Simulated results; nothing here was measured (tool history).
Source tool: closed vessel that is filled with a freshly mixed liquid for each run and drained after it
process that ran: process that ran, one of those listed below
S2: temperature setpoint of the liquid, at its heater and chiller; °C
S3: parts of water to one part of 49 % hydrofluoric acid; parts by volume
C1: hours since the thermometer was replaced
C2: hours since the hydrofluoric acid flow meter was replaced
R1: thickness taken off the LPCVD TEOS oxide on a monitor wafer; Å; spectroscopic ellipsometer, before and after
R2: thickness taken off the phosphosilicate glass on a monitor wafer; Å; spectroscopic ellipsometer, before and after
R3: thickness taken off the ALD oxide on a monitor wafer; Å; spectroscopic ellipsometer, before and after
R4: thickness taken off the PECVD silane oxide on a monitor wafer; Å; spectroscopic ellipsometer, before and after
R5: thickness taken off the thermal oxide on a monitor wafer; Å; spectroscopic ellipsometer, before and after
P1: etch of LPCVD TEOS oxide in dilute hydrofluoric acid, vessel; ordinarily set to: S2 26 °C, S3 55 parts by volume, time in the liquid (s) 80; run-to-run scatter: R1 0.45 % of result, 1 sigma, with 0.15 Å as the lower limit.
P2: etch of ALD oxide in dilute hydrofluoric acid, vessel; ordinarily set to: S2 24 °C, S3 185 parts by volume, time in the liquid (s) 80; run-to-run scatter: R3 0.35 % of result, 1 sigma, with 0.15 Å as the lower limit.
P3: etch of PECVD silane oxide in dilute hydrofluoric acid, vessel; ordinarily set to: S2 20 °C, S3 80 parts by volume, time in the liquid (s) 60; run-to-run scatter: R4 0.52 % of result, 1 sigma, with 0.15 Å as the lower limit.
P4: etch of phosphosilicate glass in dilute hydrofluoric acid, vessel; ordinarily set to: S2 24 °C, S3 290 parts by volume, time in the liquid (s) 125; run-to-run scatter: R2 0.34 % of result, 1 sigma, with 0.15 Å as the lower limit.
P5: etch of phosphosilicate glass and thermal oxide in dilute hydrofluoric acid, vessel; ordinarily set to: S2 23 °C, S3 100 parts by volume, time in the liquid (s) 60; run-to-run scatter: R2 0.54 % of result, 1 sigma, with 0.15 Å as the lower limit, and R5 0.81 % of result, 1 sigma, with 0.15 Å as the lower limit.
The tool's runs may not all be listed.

Run 1, day 0.271: process that ran P1, S2 26 °C, S3 55 parts by volume, time in the liquid (s) 80; C1 546.7; C2 376.9. Result: R1 436.4 Å.
Run 2, day 0.546: process that ran P4, S2 24 °C, S3 490 parts by volume, time in the liquid (s) 125; C1 553.3; C2 383.5. Result: R2 261.38 Å.
Run 3, day 0.788: process that ran P1, S2 26 °C, S3 55 parts by volume, time in the liquid (s) 80; C1 559.1; C2 389.3. Result: R1 436.83 Å.
Run 4, day 1.088: process that ran P2, S2 24 °C, S3 185 parts by volume, time in the liquid (s) 30; C1 566.3; C2 396.5. Result: R3 22.14 Å.
Run 5, day 1.433: process that ran P1, S2 26 °C, S3 55 parts by volume, time in the liquid (s) 40; C1 574.6; C2 404.8. Result: R1 219.55 Å.
Run 6, day 1.654: process that ran P3, S2 20 °C, S3 135 parts by volume, time in the liquid (s) 60; C1 579.9; C2 410.1. Result: R4 141.26 Å.
Run 7, day 1.867: process that ran P3, S2 20 °C, S3 80 parts by volume, time in the liquid (s) 30; C1 585; C2 415.2. Result: R4 128.38 Å.
Run 8, day 2.054: process that ran P1, S2 26 °C, S3 75 parts by volume, time in the liquid (s) 30; C1 589.5; C2 419.7. Result: R1 118.2 Å.
Run 9, day 2.292: process that ran P4, S2 24 °C, S3 290 parts by volume, time in the liquid (s) 230; C1 595.2; C2 425.4. Result: R2 969.34 Å.
Run 10, day 2.646: process that ran P1, S2 26 °C, S3 55 parts by volume, time in the liquid (s) 80; C1 603.7; C2 433.9. Result: R1 437.38 Å.
Run 11, day 3.004: process that ran P2, S2 24 °C, S3 185 parts by volume, time in the liquid (s) 80; C1 612.3; C2 442.5. Result: R3 58.885 Å.
Run 12, day 3.321: process that ran P3, S2 20 °C, S3 80 parts by volume, time in the liquid (s) 60; C1 619.9; C2 450.1. Result: R4 254.85 Å.
Run 13, day 3.538: process that ran P1, S2 26 °C, S3 55 parts by volume, time in the liquid (s) 80; C1 625.1; C2 455.3. Result: R1 435.25 Å.
Run 14, day 3.883: process that ran P5, S2 23 °C, S3 100 parts by volume, time in the liquid (s) 115; C1 633.4; C2 463.6. Result: R2 956.46 Å, R5 49.578 Å.
Run 15, day 4.042: process that ran P2, S2 24 °C, S3 185 parts by volume, time in the liquid (s) 80; C1 637.2; C2 467.4. Result: R3 58.464 Å.
Run 16, day 4.338: process that ran P3, S2 20 °C, S3 80 parts by volume, time in the liquid (s) 60; C1 644.3; C2 474.5. Result: R4 255.56 Å.
Run 17, day 4.604: process that ran P4, S2 24 °C, S3 290 parts by volume, time in the liquid (s) 125; C1 650.7; C2 480.9. Result: R2 526.32 Å.
Run 18, day 4.892: process that ran P1, S2 26 °C, S3 55 parts by volume, time in the liquid (s) 150; C1 657.6; C2 487.8. Result: R1 822.88 Å.
Run 19, day 5.046: process that ran P1, S2 26 °C, S3 20 parts by volume, time in the liquid (s) 80; C1 661.3; C2 491.5. Result: R1 1268.5 Å.
Run 20, day 5.3: process that ran P1, S2 20.5 °C, S3 55 parts by volume, time in the liquid (s) 80; C1 667.4; C2 497.6. Result: R1 349.62 Å.
Run 21, day 5.567: process that ran P4, S2 18 °C, S3 290 parts by volume, time in the liquid (s) 125; C1 673.8; C2 504. Result: R2 422.62 Å.
Run 22, day 5.762: process that ran P1, S2 26 °C, S3 85 parts by volume, time in the liquid (s) 80; C1 678.5; C2 508.7. Result: R1 270.82 Å.
Run 23, day 6: process that ran P2, S2 24 °C, S3 55 parts by volume, time in the liquid (s) 80; C1 684.2; C2 514.4. Result: R3 231.65 Å.
Run 24, day 6.358: process that ran P1, S2 26 °C, S3 20 parts by volume, time in the liquid (s) 40; C1 692.8; C2 523. Result: R1 631.7 Å.
Run 25, day 6.517: process that ran P1, S2 26 °C, S3 55 parts by volume, time in the liquid (s) 80; C1 696.6; C2 526.8. Result: R1 434.68 Å.
Run 26, day 6.696: process that ran P5, S2 23 °C, S3 100 parts by volume, time in the liquid (s) 60; C1 700.9; C2 531.1. Result: R2 501.68 Å, R5 25.704 Å.
Run 27, day 6.912: process that ran P5, S2 23 °C, S3 25 parts by volume, time in the liquid (s) 60; C1 706.1; C2 536.3. Result: R2 2192.6 Å, R5 111.12 Å.
Run 28, day 7.188: process that ran P5, S2 31.5 °C, S3 100 parts by volume, time in the liquid (s) 60; C1 712.7; C2 542.9. Result: R2 692.02 Å, R5 35.021 Å.
Run 29, day 7.508: process that ran P2, S2 17 °C, S3 185 parts by volume, time in the liquid (s) 80; C1 720.4; C2 550.6. Result: R3 44.893 Å.
Run 30, day 7.75: process that ran P1, S2 26 °C, S3 55 parts by volume, time in the liquid (s) 80; C1 726.2; C2 556.4. Result: R1 439.98 Å.
Run 31, day 7.925: process that ran P1, S2 32 °C, S3 55 parts by volume, time in the liquid (s) 80; C1 730.4; C2 560.6. Result: R1 556.63 Å.
Run 32, day 8.179: process that ran P3, S2 17 °C, S3 80 parts by volume, time in the liquid (s) 60; C1 736.5; C2 566.7. Result: R4 226.56 Å.
Run 33, day 8.383: process that ran P1, S2 26 °C, S3 55 parts by volume, time in the liquid (s) 80; C1 741.4; C2 571.6. Result: R1 437.88 Å.
Run 34, day 8.542: process that ran P1, S2 26 °C, S3 55 parts by volume, time in the liquid (s) 80; C1 745.2; C2 575.4. Result: R1 432.93 Å.
Run 35, day 8.883: process that ran P1, S2 26 °C, S3 55 parts by volume, time in the liquid (s) 80; C1 753.4; C2 583.6. Result: R1 421.46 Å.
Run 36, day 9.146: process that ran P1, S2 26 °C, S3 55 parts by volume, time in the liquid (s) 80; C1 759.7; C2 589.9. Result: R1 417.23 Å.
Run 37, day 9.367: process that ran P1, S2 26 °C, S3 55 parts by volume, time in the liquid (s) 80; C1 765; C2 595.2. Result: R1 415.31 Å.
Run 38, day 9.717: process that ran P1, S2 26 °C, S3 55 parts by volume, time in the liquid (s) 80; C1 773.4; C2 603.6. Result: R1 410.1 Å.
Run 39, day 10.054: process that ran P1, S2 26 °C, S3 55 parts by volume, time in the liquid (s) 80; C1 781.5; C2 611.7. Result: R1 407.39 Å.
Run 40, day 10.288: process that ran P1, S2 26 °C, S3 55 parts by volume, time in the liquid (s) 80; C1 787.1; C2 617.3. Result: R1 407.6 Å.
Run 41, day 10.612: process that ran P1, S2 26 °C, S3 55 parts by volume, time in the liquid (s) 80; C1 794.9; C2 625.1. Result: R1 408.6 Å.
Run 42, day 10.946: process that ran P1, S2 26 °C, S3 55 parts by volume, time in the liquid (s) 80; C1 802.9; C2 633.1. Result: R1 405.06 Å.
Run 43, day 11.254: process that ran P1, S2 26 °C, S3 55 parts by volume, time in the liquid (s) 80; C1 810.3; C2 640.5. Result: R1 405.43 Å.
Run 44, day 11.571: process that ran P1, S2 26 °C, S3 55 parts by volume, time in the liquid (s) 80; C1 817.9; C2 648.1. Result: R1 404.98 Å.

P1 no longer gives what it gave before; its output has crept away from where it was. The following 2 causes, each at its listed size, fit the log equally well:
A: liquid colder than its thermometer reads (K) = 1.91
B: hydrofluoric acid flow below the setpoint (%) = 6.91
The process output started creeping at around day 8.383.

Of the 4 check runs listed below, each run on one wafer and each result written as a question mark, which would let you distinguish the listed causes because they would give clearly different results?
Run check 1, day 11.888: process that ran P3, S2 20 °C, S3 105 parts by volume, time in the liquid (s) 35. Result: R4 ?.
Run check 2, day 11.888: process that ran P2, S2 24 °C, S3 110 parts by volume, time in the liquid (s) 45. Result: R3 ?.
Run check 3, day 11.888: process that ran P4, S2 24 °C, S3 435 parts by volume, time in the liquid (s) 125. Result: R2 ?.
Run check 4, day 11.888: process that ran P5, S2 27 °C, S3 70 parts by volume, time in the liquid (s) 60. Result: R2 ?, R5 ?.

If the cause were each of the candidates in turn, the checks would give the following:
  check  result    if A    if B
check 1      R4   102.2  102.07
check 2      R3  56.384  56.064
check 3      R2  288.36   277.9
check 4      R2  808.35  806.12
check 4      R5    41.1  40.987
Separation of the two closest causes in each check, using whichever result separates them best: check 1 0.13 %; check 2 0.57 %; check 3 3.7 %; check 4 0.28 %
Only in check 3 would the causes give clearly different results; in the remaining checks their results would be nearly the same.

The results of check 3 are: R2 289.61 Å. Based on these, which of the listed causes is it?

The cause is A: liquid colder than its thermometer reads (K).

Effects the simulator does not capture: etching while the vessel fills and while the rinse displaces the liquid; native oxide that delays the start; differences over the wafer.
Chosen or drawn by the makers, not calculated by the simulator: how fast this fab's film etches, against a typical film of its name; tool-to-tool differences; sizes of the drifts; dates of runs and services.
